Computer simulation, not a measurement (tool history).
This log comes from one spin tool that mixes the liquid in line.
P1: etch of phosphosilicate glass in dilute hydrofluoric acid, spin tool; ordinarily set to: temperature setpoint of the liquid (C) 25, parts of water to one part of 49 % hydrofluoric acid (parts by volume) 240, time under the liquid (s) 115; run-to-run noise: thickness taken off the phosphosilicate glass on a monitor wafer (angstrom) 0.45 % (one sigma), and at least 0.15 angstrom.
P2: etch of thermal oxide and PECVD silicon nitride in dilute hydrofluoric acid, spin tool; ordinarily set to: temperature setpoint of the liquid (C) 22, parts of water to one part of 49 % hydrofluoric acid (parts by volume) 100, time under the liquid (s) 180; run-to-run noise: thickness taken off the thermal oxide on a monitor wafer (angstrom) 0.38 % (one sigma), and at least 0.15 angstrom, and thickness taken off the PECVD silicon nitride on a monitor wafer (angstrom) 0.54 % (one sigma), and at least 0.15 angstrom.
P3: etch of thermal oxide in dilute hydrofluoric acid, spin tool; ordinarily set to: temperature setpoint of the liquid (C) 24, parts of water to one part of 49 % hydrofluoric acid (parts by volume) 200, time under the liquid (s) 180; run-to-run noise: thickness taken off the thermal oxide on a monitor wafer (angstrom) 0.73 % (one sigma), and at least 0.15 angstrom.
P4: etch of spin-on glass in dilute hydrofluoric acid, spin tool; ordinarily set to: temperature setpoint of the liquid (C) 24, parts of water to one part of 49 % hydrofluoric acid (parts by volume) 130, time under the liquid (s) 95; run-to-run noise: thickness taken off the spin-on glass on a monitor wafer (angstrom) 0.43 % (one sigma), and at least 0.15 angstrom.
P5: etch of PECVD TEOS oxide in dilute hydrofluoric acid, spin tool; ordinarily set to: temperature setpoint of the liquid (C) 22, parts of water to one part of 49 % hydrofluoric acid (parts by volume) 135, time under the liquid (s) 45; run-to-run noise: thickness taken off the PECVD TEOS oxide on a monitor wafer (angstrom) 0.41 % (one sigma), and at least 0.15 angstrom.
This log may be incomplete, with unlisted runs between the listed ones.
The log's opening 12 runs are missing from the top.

run,hour,process that ran,temperature setpoint of the liquid (C),parts of water to one part of 49 % hydrofluoric acid (parts by volume),time under the liquid (s),thickness taken off the phosphosilicate glass on a monitor wafer (angstrom),thickness taken off the spin-on glass on a monitor wafer (angstrom),thickness taken off the PECVD TEOS oxide on a monitor wafer (angstrom),thickness taken off the thermal oxide on a monitor wafer (angstrom),thickness taken off the PECVD silicon nitride on a monitor wafer (angstrom)
13,134.8,P1,25,240,115,584.78,,,,
14,149.8,P1,19.5,240,15,62.339,,,,
15,162.7,P5,17,135,45,,,50.283,,
16,172.5,P1,20.5,240,115,496.14,,,,
17,182.8,P3,24,200,180,,,,37.069,
18,196.4,P1,29.5,395,115,350.46,,,,
19,206.3,P1,25,240,115,579.95,,,,
20,219.7,P2,22,100,180,,,,78.95,72.088
21,228.8,P1,25,240,115,582.29,,,,
22,241.8,P2,22,100,45,,,,19.81,18.045
23,248.7,P2,27,100,180,,,,95.813,101.6
24,264.5,P1,25,240,15,76.884,,,,
25,279.5,P4,24,130,55,,207.96,,,
26,287.5,P1,30,240,115,692.29,,,,
27,295.2,P2,22,20,180,,,,435.17,344.59
28,304,P4,24,215,95,,197.22,,,
29,312.7,P4,32.5,130,95,,494.77,,,
30,319.9,P1,25,85,115,1980.6,,,,
31,335.4,P5,22,135,45,,,60.232,,
32,347.5,P1,25,240,115,583.61,,,,
33,357,P1,25,240,115,596.91,,,,
34,368.2,P1,25,240,115,605,,,,
35,378.9,P1,25,240,115,615.84,,,,
36,388.1,P1,25,240,115,617.19,,,,
37,403.7,P1,25,240,115,622.69,,,,

What will run 38 give?
38,410.6,P1,25,240,115,?,,,,

{"run 38": {"thickness taken off the phosphosilicate glass on a monitor wafer (angstrom)": 630.07}}

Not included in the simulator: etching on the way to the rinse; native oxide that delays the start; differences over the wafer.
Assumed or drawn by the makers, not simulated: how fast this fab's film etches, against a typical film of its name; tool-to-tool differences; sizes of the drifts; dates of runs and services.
